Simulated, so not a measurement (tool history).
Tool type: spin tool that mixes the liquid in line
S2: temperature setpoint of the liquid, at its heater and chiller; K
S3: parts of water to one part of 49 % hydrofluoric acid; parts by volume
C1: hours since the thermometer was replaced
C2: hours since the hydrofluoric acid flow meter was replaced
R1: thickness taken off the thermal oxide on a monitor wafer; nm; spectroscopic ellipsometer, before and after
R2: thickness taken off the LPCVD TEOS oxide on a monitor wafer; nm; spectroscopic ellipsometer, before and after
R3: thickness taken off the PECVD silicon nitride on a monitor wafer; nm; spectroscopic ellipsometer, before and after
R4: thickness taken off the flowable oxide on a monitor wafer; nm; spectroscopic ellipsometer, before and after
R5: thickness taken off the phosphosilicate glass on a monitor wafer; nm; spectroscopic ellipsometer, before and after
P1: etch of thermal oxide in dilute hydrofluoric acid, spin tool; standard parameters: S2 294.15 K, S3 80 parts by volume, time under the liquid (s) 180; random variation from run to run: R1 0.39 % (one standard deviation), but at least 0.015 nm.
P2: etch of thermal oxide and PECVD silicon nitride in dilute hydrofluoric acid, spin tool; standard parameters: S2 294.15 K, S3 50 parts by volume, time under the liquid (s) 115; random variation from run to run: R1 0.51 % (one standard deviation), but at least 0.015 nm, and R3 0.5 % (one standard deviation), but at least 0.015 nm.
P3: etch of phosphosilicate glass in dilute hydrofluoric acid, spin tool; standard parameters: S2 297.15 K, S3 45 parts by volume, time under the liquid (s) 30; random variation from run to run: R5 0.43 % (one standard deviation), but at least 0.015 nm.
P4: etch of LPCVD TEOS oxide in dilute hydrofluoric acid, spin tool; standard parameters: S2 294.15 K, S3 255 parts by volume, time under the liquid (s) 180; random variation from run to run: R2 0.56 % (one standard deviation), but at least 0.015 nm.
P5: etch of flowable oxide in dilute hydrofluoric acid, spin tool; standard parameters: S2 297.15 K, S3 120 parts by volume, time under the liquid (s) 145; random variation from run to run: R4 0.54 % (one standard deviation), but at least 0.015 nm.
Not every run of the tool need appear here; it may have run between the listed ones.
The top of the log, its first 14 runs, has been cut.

{"run": 15, "hour": 49.0, "process that ran": "P1", "S2": 294.15, "S3": 145, "time under the liquid (s)": 180, "C1": 1729.1, "C2": 647.5, "R1": 4.9908}
{"hour": 51.6, "done": "hydrofluoric acid flow meter replaced"}
{"run": 16, "hour": 51.6, "process that ran": "P1", "S2": 302.15, "S3": 80, "time under the liquid (s)": 180, "C1": 1731.7, "C2": 0.1, "R1": 13.475}
{"run": 17, "hour": 54.1, "process that ran": "P3", "S2": 297.15, "S3": 45, "time under the liquid (s)": 30, "C1": 1734.2, "C2": 2.6, "R5": 84.289}
{"run": 18, "hour": 56.3, "process that ran": "P3", "S2": 290.65, "S3": 45, "time under the liquid (s)": 30, "C1": 1736.4, "C2": 4.8, "R5": 64.164}
{"run": 19, "hour": 58.8, "process that ran": "P1", "S2": 290.15, "S3": 80, "time under the liquid (s)": 180, "C1": 1738.9, "C2": 7.3, "R1": 8.3088}
{"run": 20, "hour": 62.7, "process that ran": "P2", "S2": 294.15, "S3": 20, "time under the liquid (s)": 115, "C1": 1742.8, "C2": 11.2, "R1": 26.225, "R3": 24.059}
{"run": 21, "hour": 65.8, "process that ran": "P1", "S2": 294.15, "S3": 80, "time under the liquid (s)": 180, "C1": 1745.9, "C2": 14.3, "R1": 9.8704}
{"run": 22, "hour": 68.5, "process that ran": "P3", "S2": 297.15, "S3": 45, "time under the liquid (s)": 30, "C1": 1748.6, "C2": 17.0, "R5": 83.617}
{"run": 23, "hour": 72.5, "process that ran": "P5", "S2": 297.15, "S3": 200, "time under the liquid (s)": 145, "C1": 1752.6, "C2": 21.0, "R4": 26.481}
{"run": 24, "hour": 76.0, "process that ran": "P4", "S2": 294.15, "S3": 255, "time under the liquid (s)": 180, "C1": 1756.1, "C2": 24.5, "R2": 19.314}
{"run": 25, "hour": 78.4, "process that ran": "P1", "S2": 290.15, "S3": 80, "time under the liquid (s)": 25, "C1": 1758.5, "C2": 26.9, "R1": 1.1312}
{"run": 26, "hour": 81.1, "process that ran": "P3", "S2": 297.15, "S3": 45, "time under the liquid (s)": 15, "C1": 1761.2, "C2": 29.6, "R5": 42.311}
{"run": 27, "hour": 85.1, "process that ran": "P3", "S2": 297.15, "S3": 70, "time under the liquid (s)": 30, "C1": 1765.2, "C2": 33.6, "R5": 52.655}
{"run": 28, "hour": 87.1, "process that ran": "P4", "S2": 294.15, "S3": 135, "time under the liquid (s)": 180, "C1": 1767.2, "C2": 35.6, "R2": 41.208}
{"run": 29, "hour": 90.7, "process that ran": "P5", "S2": 297.15, "S3": 120, "time under the liquid (s)": 270, "C1": 1770.8, "C2": 39.2, "R4": 90.177}
{"run": 30, "hour": 94.1, "process that ran": "P4", "S2": 294.15, "S3": 255, "time under the liquid (s)": 15, "C1": 1774.2, "C2": 42.6, "R2": 1.6046}
{"run": 31, "hour": 96.5, "process that ran": "P1", "S2": 294.15, "S3": 80, "time under the liquid (s)": 180, "C1": 1776.6, "C2": 45.0, "R1": 9.767}
{"run": 32, "hour": 100.1, "process that ran": "P5", "S2": 291.15, "S3": 120, "time under the liquid (s)": 145, "C1": 1780.2, "C2": 48.6, "R4": 37.992}
{"run": 33, "hour": 102.3, "process that ran": "P1", "S2": 294.15, "S3": 80, "time under the liquid (s)": 180, "C1": 1782.4, "C2": 50.8, "R1": 9.8298}
{"run": 34, "hour": 106.2, "process that ran": "P1", "S2": 294.15, "S3": 80, "time under the liquid (s)": 180, "C1": 1786.3, "C2": 54.7, "R1": 9.8197}
{"run": 35, "hour": 109.3, "process that ran": "P1", "S2": 294.15, "S3": 80, "time under the liquid (s)": 180, "C1": 1789.4, "C2": 57.8, "R1": 10.019}
{"run": 36, "hour": 112.3, "process that ran": "P1", "S2": 294.15, "S3": 80, "time under the liquid (s)": 180, "C1": 1792.4, "C2": 60.8, "R1": 10.178}
{"run": 37, "hour": 115.7, "process that ran": "P1", "S2": 294.15, "S3": 80, "time under the liquid (s)": 180, "C1": 1795.8, "C2": 64.2, "R1": 10.245}

Run 38 has not been measured yet. What should we expect?
{"run": 38, "hour": 118.9, "process that ran": "P1", "S2": 294.15, "S3": 80, "time under the liquid (s)": 180, "C1": 1799.0, "C2": 67.4, "R1": "?"}

R1: 10.3280 nm
